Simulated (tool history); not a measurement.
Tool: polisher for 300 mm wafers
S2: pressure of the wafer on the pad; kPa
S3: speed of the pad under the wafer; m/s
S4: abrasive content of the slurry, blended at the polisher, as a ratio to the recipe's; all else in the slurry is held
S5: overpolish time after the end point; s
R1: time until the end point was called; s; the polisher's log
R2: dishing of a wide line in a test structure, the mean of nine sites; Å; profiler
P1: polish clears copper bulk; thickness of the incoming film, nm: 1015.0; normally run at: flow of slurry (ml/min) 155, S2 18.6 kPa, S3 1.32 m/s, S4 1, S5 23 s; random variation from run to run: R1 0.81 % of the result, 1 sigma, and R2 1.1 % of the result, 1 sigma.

{"run": 1, "hour": 11.1, "flow of slurry (ml/min)": 155, "S2": 18.6, "S3": 1.32, "S4": 1, "S5": 23, "R1": 96.358, "R2": 880.65}
{"run": 2, "hour": 26.4, "flow of slurry (ml/min)": 155, "S2": 18.6, "S3": 2.04, "S4": 1, "S5": 23, "R1": 61.301, "R2": 979.78}
{"run": 3, "hour": 41.9, "flow of slurry (ml/min)": 155, "S2": 18.6, "S3": 1.32, "S4": 1.35, "S5": 23, "R1": 90.839, "R2": 894.96}
{"run": 4, "hour": 49.2, "flow of slurry (ml/min)": 155, "S2": 18.6, "S3": 1.32, "S4": 1, "S5": 11, "R1": 97.93, "R2": 635.03}
{"run": 5, "hour": 60.5, "flow of slurry (ml/min)": 155, "S2": 18.6, "S3": 1.32, "S4": 1, "S5": 23, "R1": 95.863, "R2": 871.05}
{"run": 6, "hour": 73.0, "flow of slurry (ml/min)": 155, "S2": 29, "S3": 1.32, "S4": 1, "S5": 23, "R1": 61.015, "R2": 1121.3}
{"run": 7, "hour": 86.7, "flow of slurry (ml/min)": 155, "S2": 18.6, "S3": 1.32, "S4": 1, "S5": 23, "R1": 96.131, "R2": 861.23}
{"run": 8, "hour": 102.6, "flow of slurry (ml/min)": 155, "S2": 13.8, "S3": 1.32, "S4": 1, "S5": 23, "R1": 131.07, "R2": 739.35}
{"run": 9, "hour": 115.9, "flow of slurry (ml/min)": 155, "S2": 18.6, "S3": 1.32, "S4": 0.8, "S5": 7, "R1": 100.3, "R2": 442.97}
{"run": 10, "hour": 123.8, "flow of slurry (ml/min)": 155, "S2": 18.6, "S3": 0.6, "S4": 1, "S5": 23, "R1": 209.3, "R2": 611.86}
{"run": 11, "hour": 135.3, "flow of slurry (ml/min)": 245, "S2": 18.6, "S3": 1.32, "S4": 1, "S5": 23, "R1": 90.305, "R2": 895.25}
{"run": 12, "hour": 147.8, "flow of slurry (ml/min)": 155, "S2": 18.6, "S3": 1.32, "S4": 1, "S5": 23, "R1": 96.342, "R2": 869.39}
{"run": 13, "hour": 160.4, "flow of slurry (ml/min)": 155, "S2": 18.6, "S3": 1.32, "S4": 1, "S5": 40, "R1": 95.367, "R2": 984.89}
{"run": 14, "hour": 174.1, "flow of slurry (ml/min)": 155, "S2": 24.1, "S3": 1.32, "S4": 1.45, "S5": 23, "R1": 67.92, "R2": 1015.7}
{"run": 15, "hour": 187.6, "flow of slurry (ml/min)": 155, "S2": 18.6, "S3": 1.32, "S4": 0.75, "S5": 23, "R1": 101.94, "R2": 864.76}
{"run": 16, "hour": 199.5, "flow of slurry (ml/min)": 95, "S2": 18.6, "S3": 1.32, "S4": 1, "S5": 23, "R1": 107.04, "R2": 868.19}

Forecast run 17:
{"run": 17, "hour": 214.5, "flow of slurry (ml/min)": 155, "S2": 18.6, "S3": 1.32, "S4": 1, "S5": 23, "R1": "?", "R2": "?"}

R1: 97.291 s
R2: 870.87 Å
